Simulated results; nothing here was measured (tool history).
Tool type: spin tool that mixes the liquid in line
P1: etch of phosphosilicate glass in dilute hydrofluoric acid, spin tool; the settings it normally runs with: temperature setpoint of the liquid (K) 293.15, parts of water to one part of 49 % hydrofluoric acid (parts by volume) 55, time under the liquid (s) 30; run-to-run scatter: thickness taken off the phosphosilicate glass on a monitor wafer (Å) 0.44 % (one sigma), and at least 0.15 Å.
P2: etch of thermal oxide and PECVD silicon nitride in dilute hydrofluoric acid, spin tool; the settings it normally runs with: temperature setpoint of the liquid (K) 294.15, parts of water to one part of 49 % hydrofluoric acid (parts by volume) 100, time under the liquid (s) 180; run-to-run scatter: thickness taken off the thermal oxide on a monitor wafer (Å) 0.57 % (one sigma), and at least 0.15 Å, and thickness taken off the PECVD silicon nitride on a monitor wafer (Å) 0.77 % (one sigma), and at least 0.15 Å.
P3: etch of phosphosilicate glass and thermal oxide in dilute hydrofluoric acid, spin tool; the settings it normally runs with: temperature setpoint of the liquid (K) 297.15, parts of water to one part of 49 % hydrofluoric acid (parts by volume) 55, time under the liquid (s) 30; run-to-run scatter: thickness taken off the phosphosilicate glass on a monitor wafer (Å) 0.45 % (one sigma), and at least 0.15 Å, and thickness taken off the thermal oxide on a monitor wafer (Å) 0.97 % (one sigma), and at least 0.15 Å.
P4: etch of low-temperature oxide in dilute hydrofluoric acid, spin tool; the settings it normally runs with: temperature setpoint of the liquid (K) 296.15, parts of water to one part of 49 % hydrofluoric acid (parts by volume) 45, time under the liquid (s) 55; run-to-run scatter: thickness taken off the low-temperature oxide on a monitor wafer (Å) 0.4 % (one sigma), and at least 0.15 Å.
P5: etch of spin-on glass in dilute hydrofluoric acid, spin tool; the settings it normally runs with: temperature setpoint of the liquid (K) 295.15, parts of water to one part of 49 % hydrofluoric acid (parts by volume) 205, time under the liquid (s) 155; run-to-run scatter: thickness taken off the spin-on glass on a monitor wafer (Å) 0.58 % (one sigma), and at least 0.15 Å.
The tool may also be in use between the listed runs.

run   hour  process that ran  temperature setpoint of the liquid (K)  parts of water to one part of 49 % hydrofluoric acid (parts by volume)  time under the liquid (s)  thickness taken off the phosphosilicate glass on a monitor wafer (Å)  thickness taken off the spin-on glass on a monitor wafer (Å)  thickness taken off the thermal oxide on a monitor wafer (Å)  thickness taken off the PECVD silicon nitride on a monitor wafer (Å)  thickness taken off the low-temperature oxide on a monitor wafer (Å)
  1    7.2                P1                                  293.15                                                                      55                         30                                                                470.13
  2   15.1                P5                                  295.15                                                                     205                         15                                                                                                                              14.975
  3   23.7                P1                                  298.65                                                                      55                         30                                                                592.33
  4   30.4                P2                                  290.15                                                                     100                        180                                                                                                                                                                                            62.406                                                               21.8400
  5   37.2                P2                                  294.15                                                                     100                        180                                                                                                                                                                                            73.464                                                               28.7380
  6   44.5                P2                                  294.15                                                                     175                        180                                                                                                                                                                                            38.334                                                               16.8930
  7   57.1                P1                                  290.15                                                                      55                         30                                                                415.60
  8   65.7                P1                                  290.15                                                                      35                         30                                                                664.89
  9   76.8                P2                                  294.15                                                                     100                         20                                                                                                                                                                                             8.116                                                                3.4997
 10   87.4                P1                                  293.15                                                                      55                         30                                                                475.38
 11   95.3                P3                                  297.15                                                                      55                         55                                                               1311.10                                                                                                                      49.239
 12  108.8                P1                                  293.15                                                                      20                         30                                                               1357.80
     109.3  -- hydrofluoric acid flow meter replaced
 13  115.1                P1                                  293.15                                                                      55                         30                                                                473.82
 14  121.9                P1                                  293.15                                                                      55                         65                                                               1025.40
 15  131.3                P4                                  296.15                                                                      45                         15                                                                                                                                                                                                                                                                                                                                        122.46
 16  143.7                P5                                  295.15                                                                     205                        155                                                                                                                             157.180
 17  154.9                P3                                  297.15                                                                      55                         30                                                                722.67                                                                                                                      26.579
 18  165.6                P4                                  290.15                                                                      45                         55                                                                                                                                                                                                                                                                                                                                        344.78
 19  174.1                P4                                  296.15                                                                      80                         55                                                                                                                                                                                                                                                                                                                                        240.29
 20  186.6                P5                                  295.15                                                                     205                        155                                                                                                                             157.820
 21  193.8                P1                                  293.15                                                                      55                         30                                                                471.00
 22  202.4                P3                                  297.15                                                                      30                         30                                                               1370.60                                                                                                                      50.317
 23  214.8                P1                                  293.15                                                                      55                         15                                                                235.42
 24  223.9                P2                                  294.15                                                                     100                        180                                                                                                                                                                                            73.823                                                               29.0650
 25  233.5                P5                                  290.65                                                                     205                        155                                                                                                                             131.360
 26  242.2                P5                                  295.15                                                                      45                        155                                                                                                                             864.760
 27  250.2                P1                                  293.15                                                                      55                         30                                                                471.18
 28  258.2                P3                                  291.15                                                                      55                         30                                                                559.43                                                                                                                      21.470
 29  272.0                P1                                  293.15                                                                      80                         30                                                                317.81
 30  278.5                P4                                  296.15                                                                      45                         55                                                                                                                                                                                                                                                                                                                                        447.36
 31  290.5                P1                                  293.15                                                                      55                         30                                                                473.10
 32  301.7                P1                                  293.15                                                                      55                         30                                                                492.10
 33  310.7                P1                                  293.15                                                                      55                         30                                                                501.82
 34  320.8                P1                                  293.15                                                                      55                         30                                                                506.46
 35  328.2                P1                                  293.15                                                                      55                         30                                                                509.28
 36  336.8                P1                                  293.15                                                                      55                         30                                                                510.96
 37  343.7                P1                                  293.15                                                                      55                         30                                                                509.98
 38  355.8                P1                                  293.15                                                                      55                         30                                                                510.30

The output of P1 has drifted from where it used to be. Each of the 2 causes below, taken at the size shown beside it, accounts for the log equally well:
A: liquid hotter than its thermometer reads (K) = 1.88
B: hydrofluoric acid flow above the setpoint (%) = 7.71
Onset of the creep was near hour 290.5.

The list below offers 4 check runs, each averaging the results of 3 wafers, and shows each result as a question mark. For which of them would the listed causes give clearly different results?
check 1  367.9                P4                                  296.15                                                                      65                         55                                                                                                                                                                                                                                                                                                                                             ?
check 2  367.9                P2                                  290.15                                                                     165                        180                                                                                                                                                                                                 ?                                                                     ?
check 3  367.9                P5                                  295.15                                                                     110                         20                                                                                                                                   ?
check 4  367.9                P3                                  294.15                                                                      35                         30                                                                     ?                                                                                                                           ?

Predicted outcomes, by check and by cause:
  check                                                                result     if A     if B
check 1  thickness taken off the low-temperature oxide on a monitor wafer (Å)   324.67   325.85
check 2          thickness taken off the thermal oxide on a monitor wafer (Å)   37.913   38.290
check 2  thickness taken off the PECVD silicon nitride on a monitor wafer (Å)  15.4500  14.6130
check 3          thickness taken off the spin-on glass on a monitor wafer (Å)   45.227   45.622
check 4  thickness taken off the phosphosilicate glass on a monitor wafer (Å)  1112.50  1110.20
check 4          thickness taken off the thermal oxide on a monitor wafer (Å)   41.581   41.498
Minimum pairwise separation of causes per check, each pair taken at its best-separating result: check 1 0.36 %; check 2 5.57 %; check 3 0.87 %; check 4 0.2 %
Check 2 distinguishes between the causes, while the remaining checks would return nearly the same result for all of them.

Check 2 was carried out, with these results: thickness taken off the thermal oxide on a monitor wafer (Å) 37.897; thickness taken off the PECVD silicon nitride on a monitor wafer (Å) 15.3290. Which of the listed causes is responsible?

Of the candidate causes, it is A: liquid hotter than its thermometer reads (K).

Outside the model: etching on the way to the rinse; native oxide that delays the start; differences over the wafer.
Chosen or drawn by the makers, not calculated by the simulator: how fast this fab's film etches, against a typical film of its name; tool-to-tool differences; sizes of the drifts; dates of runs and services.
